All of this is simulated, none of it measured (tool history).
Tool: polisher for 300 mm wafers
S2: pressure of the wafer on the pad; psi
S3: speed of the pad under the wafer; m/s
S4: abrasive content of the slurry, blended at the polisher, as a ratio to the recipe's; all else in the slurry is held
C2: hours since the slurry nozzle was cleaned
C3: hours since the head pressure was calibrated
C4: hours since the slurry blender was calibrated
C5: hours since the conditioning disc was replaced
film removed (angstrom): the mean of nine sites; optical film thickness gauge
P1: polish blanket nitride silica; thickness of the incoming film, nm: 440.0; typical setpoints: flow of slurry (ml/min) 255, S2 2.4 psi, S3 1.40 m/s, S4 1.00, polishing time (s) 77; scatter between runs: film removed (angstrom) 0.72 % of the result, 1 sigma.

run 1 hour=18.0 | flow_of_slurry_(ml/min)=255 S2=2.4 S3=1.40 S4=1.00 polishing_time_(s)=77 | wafers_polished_on_this_pad=438 C2=354.1 C3=308.2 C4=121.9 C5=161.7 | film_removed_(angstrom)=421.84
run 2 hour=32.2 | flow_of_slurry_(ml/min)=405 S2=2.4 S3=1.40 S4=1.00 polishing_time_(s)=77 | wafers_polished_on_this_pad=576 C2=368.3 C3=322.4 C4=136.1 C5=175.9 | film_removed_(angstrom)=438.35
run 3 hour=41.1 | flow_of_slurry_(ml/min)=255 S2=2.4 S3=1.40 S4=0.50 polishing_time_(s)=77 | wafers_polished_on_this_pad=662 C2=377.2 C3=331.3 C4=145.0 C5=184.8 | film_removed_(angstrom)=290.96
run 4 hour=57.7 | flow_of_slurry_(ml/min)=255 S2=1.3 S3=1.40 S4=1.00 polishing_time_(s)=77 | wafers_polished_on_this_pad=823 C2=393.8 C3=347.9 C4=161.6 C5=201.4 | film_removed_(angstrom)=232.20
run 5 hour=69.7 | flow_of_slurry_(ml/min)=255 S2=2.4 S3=0.74 S4=1.00 polishing_time_(s)=77 | wafers_polished_on_this_pad=940 C2=405.8 C3=359.9 C4=173.6 C5=213.4 | film_removed_(angstrom)=257.08
run 6 hour=86.6 | flow_of_slurry_(ml/min)=255 S2=2.4 S3=1.40 S4=1.00 polishing_time_(s)=77 | wafers_polished_on_this_pad=1104 C2=422.7 C3=376.8 C4=190.5 C5=230.3 | film_removed_(angstrom)=422.84
run 7 hour=95.3 | flow_of_slurry_(ml/min)=155 S2=2.4 S3=1.40 S4=1.00 polishing_time_(s)=77 | wafers_polished_on_this_pad=1188 C2=431.4 C3=385.5 C4=199.2 C5=239.0 | film_removed_(angstrom)=403.42
run 8 hour=104.7 | flow_of_slurry_(ml/min)=255 S2=3.5 S3=0.98 S4=1.00 polishing_time_(s)=77 | wafers_polished_on_this_pad=1279 C2=440.8 C3=394.9 C4=208.6 C5=248.4 | film_removed_(angstrom)=474.58
run 9 hour=116.6 | flow_of_slurry_(ml/min)=255 S2=2.4 S3=1.40 S4=1.25 polishing_time_(s)=77 | wafers_polished_on_this_pad=1395 C2=452.7 C3=406.8 C4=220.5 C5=260.3 | film_removed_(angstrom)=468.09
run 10 hour=132.5 | flow_of_slurry_(ml/min)=255 S2=3.6 S3=1.40 S4=1.00 polishing_time_(s)=77 | wafers_polished_on_this_pad=1549 C2=468.6 C3=422.7 C4=236.4 C5=276.2 | film_removed_(angstrom)=642.80
run 11 hour=145.3 | flow_of_slurry_(ml/min)=255 S2=2.4 S3=1.40 S4=1.00 polishing_time_(s)=77 | wafers_polished_on_this_pad=1673 C2=481.4 C3=435.5 C4=249.2 C5=289.0 | film_removed_(angstrom)=425.97
run 12 hour=162.5 | flow_of_slurry_(ml/min)=255 S2=2.4 S3=1.40 S4=1.00 polishing_time_(s)=104 | wafers_polished_on_this_pad=1840 C2=498.6 C3=452.7 C4=266.4 C5=306.2 | film_removed_(angstrom)=573.86
run 13 hour=173.4 | flow_of_slurry_(ml/min)=255 S2=2.4 S3=1.40 S4=1.00 polishing_time_(s)=36 | wafers_polished_on_this_pad=1945 C2=509.5 C3=463.6 C4=277.3 C5=317.1 | film_removed_(angstrom)=201.40
run 14 hour=181.4 | flow_of_slurry_(ml/min)=255 S2=2.4 S3=2.18 S4=1.00 polishing_time_(s)=77 | wafers_polished_on_this_pad=2023 C2=517.5 C3=471.6 C4=285.3 C5=325.1 | film_removed_(angstrom)=612.90
run 15 hour=191.7 | flow_of_slurry_(ml/min)=255 S2=2.4 S3=1.40 S4=1.00 polishing_time_(s)=77 | wafers_polished_on_this_pad=2123 C2=527.8 C3=481.9 C4=295.6 C5=335.4 | film_removed_(angstrom)=427.62

Estimate the outcome of run 16 from the log above:
run 16 hour=201.8 | flow_of_slurry_(ml/min)=255 S2=2.4 S3=1.40 S4=1.00 polishing_time_(s)=77 | wafers_polished_on_this_pad=2221 C2=537.9 C3=492.0 C4=305.7 C5=345.5 | film_removed_(angstrom)=?

Run 16 came out at film removed (angstrom) 428.82.
